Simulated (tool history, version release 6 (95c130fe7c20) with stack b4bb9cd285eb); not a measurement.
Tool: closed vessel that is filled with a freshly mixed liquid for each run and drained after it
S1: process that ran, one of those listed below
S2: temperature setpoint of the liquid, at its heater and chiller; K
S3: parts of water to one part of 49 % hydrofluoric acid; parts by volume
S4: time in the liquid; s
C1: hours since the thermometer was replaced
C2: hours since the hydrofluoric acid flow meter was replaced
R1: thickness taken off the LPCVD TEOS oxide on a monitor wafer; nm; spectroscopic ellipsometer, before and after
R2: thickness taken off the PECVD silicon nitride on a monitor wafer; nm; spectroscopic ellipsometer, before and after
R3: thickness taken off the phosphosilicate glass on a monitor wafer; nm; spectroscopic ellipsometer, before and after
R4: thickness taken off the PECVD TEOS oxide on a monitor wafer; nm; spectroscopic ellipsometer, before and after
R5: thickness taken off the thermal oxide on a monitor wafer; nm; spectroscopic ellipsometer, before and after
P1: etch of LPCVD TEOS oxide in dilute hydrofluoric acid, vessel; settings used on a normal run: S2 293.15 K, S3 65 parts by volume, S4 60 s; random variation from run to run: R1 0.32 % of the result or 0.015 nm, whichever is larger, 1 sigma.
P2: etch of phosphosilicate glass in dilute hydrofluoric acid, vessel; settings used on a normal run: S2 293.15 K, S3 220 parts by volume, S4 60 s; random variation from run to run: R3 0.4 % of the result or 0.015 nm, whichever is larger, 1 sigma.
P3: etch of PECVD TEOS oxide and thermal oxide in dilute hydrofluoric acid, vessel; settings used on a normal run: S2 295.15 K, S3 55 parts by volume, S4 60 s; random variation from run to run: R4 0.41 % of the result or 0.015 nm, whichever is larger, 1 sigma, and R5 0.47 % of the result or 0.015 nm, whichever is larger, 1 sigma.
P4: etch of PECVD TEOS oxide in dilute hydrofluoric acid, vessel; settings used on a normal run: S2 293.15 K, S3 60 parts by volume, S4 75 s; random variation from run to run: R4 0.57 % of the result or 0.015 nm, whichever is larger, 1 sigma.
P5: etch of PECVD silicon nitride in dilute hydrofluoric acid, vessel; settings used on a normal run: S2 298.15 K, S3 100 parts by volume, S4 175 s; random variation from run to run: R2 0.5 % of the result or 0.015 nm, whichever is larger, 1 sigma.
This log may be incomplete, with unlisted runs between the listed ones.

run	hour	S1	S2	S3	S4	C1	C2	R1	R2	R3	R4	R5
1	6.8	P1	293.15	65	60	1135.8	302.5	13.151				
2	18.3	P5	298.15	20	175	1147.3	314		36.187			
3	27.6	P1	293.15	65	60	1156.6	323.3	13.218				
4	41.8	P1	290.15	65	60	1170.8	337.5	11.661				
5	57.3	P2	300.15	220	60	1186.3	353			45.136		
6	68	P2	293.15	220	60	1197	363.7			34.947		
7	78.8	P3	290.15	55	60	1207.8	374.5				16.854	4.0956
8	86.6	P1	293.15	65	60	1215.6	382.3	13.219				
9	100	P1	293.15	65	30	1229	395.7	6.5808				
10	114.1	P1	293.15	90	60	1243.1	409.8	9.2595				
11	126.7	P4	293.15	60	75	1255.7	422.4				18.535	
12	139.2	P1	293.15	30	60	1268.2	434.9	29.821				
13	148.4	P3	295.15	20	60	1277.4	444.1				60.193	14.525
14	163.7	P1	293.15	65	115	1292.7	459.4	25.359				
15	171.3	P4	293.15	60	130	1300.3	467				32.476	
16	182.8	P3	295.15	55	60	1311.8	478.5				20.881	5.0598
17	190.9	P2	293.15	50	60	1319.9	486.6			184.8		
18	202.7	P4	293.15	105	75	1331.7	498.4				10.156	
19	214.9	P1	290.15	65	35	1343.9	510.6	6.7678				
20	226	P1	293.15	65	60	1355	521.7	13.107				
21	237.2	P3	295.15	55	95	1366.2	532.9				33.236	7.9181
22	245.1	P5	298.15	100	175	1374.1	540.8		7.49			
# hour 246.2: thermometer replaced
23	258.3	P1	298.15	65	60	12.2	554	16.215				
24	265.8	P4	290.15	60	75	19.7	561.5				16.309	
25	277.7	P5	306.15	100	175	31.6	573.4		12.468			
26	291.6	P5	298.15	100	65	45.5	587.3		2.7767			
27	306.7	P2	293.15	220	95	60.6	602.4			55.653		
28	319.4	P1	293.15	65	60	73.3	615.1	13.22				
29	327.2	P1	293.15	65	60	81.1	622.9	13.427				
30	335.6	P1	293.15	65	60	89.5	631.3	13.66				
31	347.5	P1	293.15	65	60	101.4	643.2	13.794				
32	359.5	P1	293.15	65	60	113.4	655.2	13.971				
33	368.7	P1	293.15	65	60	122.6	664.4	13.976				
34	376	P1	293.15	65	60	129.9	671.7	14.031				
35	383.8	P1	293.15	65	60	137.7	679.5	13.998				
36	394.9	P1	293.15	65	60	148.8	690.6	13.935				

For run 37, what comes out?
37	405.4	P1	293.15	65	60	159.3	701.1	?				

R1: 14.017 nm
